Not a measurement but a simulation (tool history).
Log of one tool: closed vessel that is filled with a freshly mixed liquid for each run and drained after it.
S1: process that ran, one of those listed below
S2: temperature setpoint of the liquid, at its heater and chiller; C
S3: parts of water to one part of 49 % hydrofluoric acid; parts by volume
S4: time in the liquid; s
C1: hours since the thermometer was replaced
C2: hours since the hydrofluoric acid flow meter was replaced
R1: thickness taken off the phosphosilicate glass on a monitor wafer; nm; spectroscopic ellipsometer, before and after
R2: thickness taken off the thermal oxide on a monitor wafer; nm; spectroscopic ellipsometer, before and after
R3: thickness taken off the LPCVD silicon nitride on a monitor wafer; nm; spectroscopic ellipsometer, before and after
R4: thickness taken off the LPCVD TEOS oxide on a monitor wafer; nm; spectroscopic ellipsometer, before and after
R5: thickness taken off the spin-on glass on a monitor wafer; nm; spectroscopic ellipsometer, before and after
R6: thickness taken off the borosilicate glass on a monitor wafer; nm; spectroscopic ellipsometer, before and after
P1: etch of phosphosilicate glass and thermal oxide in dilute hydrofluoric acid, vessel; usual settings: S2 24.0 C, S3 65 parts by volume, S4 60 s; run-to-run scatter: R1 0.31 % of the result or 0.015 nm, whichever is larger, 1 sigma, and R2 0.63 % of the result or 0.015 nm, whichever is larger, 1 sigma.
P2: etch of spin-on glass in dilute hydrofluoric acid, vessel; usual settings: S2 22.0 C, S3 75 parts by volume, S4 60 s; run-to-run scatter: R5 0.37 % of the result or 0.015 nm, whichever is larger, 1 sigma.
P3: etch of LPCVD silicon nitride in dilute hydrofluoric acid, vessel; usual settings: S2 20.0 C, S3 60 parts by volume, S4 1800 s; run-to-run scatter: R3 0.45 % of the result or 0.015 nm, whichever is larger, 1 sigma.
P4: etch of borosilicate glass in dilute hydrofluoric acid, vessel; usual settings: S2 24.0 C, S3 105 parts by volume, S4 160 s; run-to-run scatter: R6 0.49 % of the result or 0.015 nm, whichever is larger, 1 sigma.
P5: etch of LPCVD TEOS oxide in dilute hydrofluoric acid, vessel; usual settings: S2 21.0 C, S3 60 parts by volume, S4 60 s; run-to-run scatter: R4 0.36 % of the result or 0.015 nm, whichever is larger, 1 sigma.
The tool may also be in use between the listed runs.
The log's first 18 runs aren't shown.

| run | day | S1 | S2 | S3 | S4 | C1 | C2 | R1 | R2 | R3 | R4 | R5 | R6 |
|---|---|---|---|---|---|---|---|---|---|---|---|---|---|
| 19 | 5.483 | P1 | 24.0 | 65 | 60 | 1843.6 | 1222.4 | 66.614 | 4.4586 |  |  |  |  |
| 20 | 5.812 | P1 | 24.0 | 65 | 60 | 1851.5 | 1230.3 | 66.442 | 4.3684 |  |  |  |  |
| 21 | 6.021 | P1 | 24.0 | 65 | 115 | 1856.5 | 1235.3 | 127.610 | 8.4074 |  |  |  |  |
| 22 | 6.229 | P2 | 22.0 | 75 | 60 | 1861.5 | 1240.3 |  |  |  |  | 50.640 |  |
| 23 | 6.512 | P1 | 24.0 | 65 | 60 | 1868.3 | 1247.1 | 66.539 | 4.4253 |  |  |  |  |
| 24 | 6.838 | P2 | 30.5 | 75 | 60 | 1876.1 | 1254.9 |  |  |  |  | 70.995 |  |
| 25 | 7.233 | P1 | 24.0 | 35 | 85 | 1885.6 | 1264.4 | 181.870 | 12.0550 |  |  |  |  |
| 26 | 7.508 | P2 | 22.0 | 75 | 30 | 1892.2 | 1271.0 |  |  |  |  | 25.378 |  |
| 27 | 7.892 | P3 | 25.0 | 60 | 1800 | 1901.4 | 1280.2 |  |  | 16.246 |  |  |  |
| 28 | 8.225 | P1 | 24.0 | 20 | 60 | 1909.4 | 1288.2 | 229.600 | 15.1470 |  |  |  |  |
| 29 | 8.512 | P4 | 24.0 | 45 | 160 | 1916.3 | 1295.1 |  |  |  |  |  | 95.750 |

The next listed run, before its measurement:
| 30 | 8.712 | P1 | 24.0 | 65 | 60 | 1921.1 | 1299.9 | ? | ? |  |  |  |  |

{"run 30": {"R1": 66.634, "R2": 4.4308}}

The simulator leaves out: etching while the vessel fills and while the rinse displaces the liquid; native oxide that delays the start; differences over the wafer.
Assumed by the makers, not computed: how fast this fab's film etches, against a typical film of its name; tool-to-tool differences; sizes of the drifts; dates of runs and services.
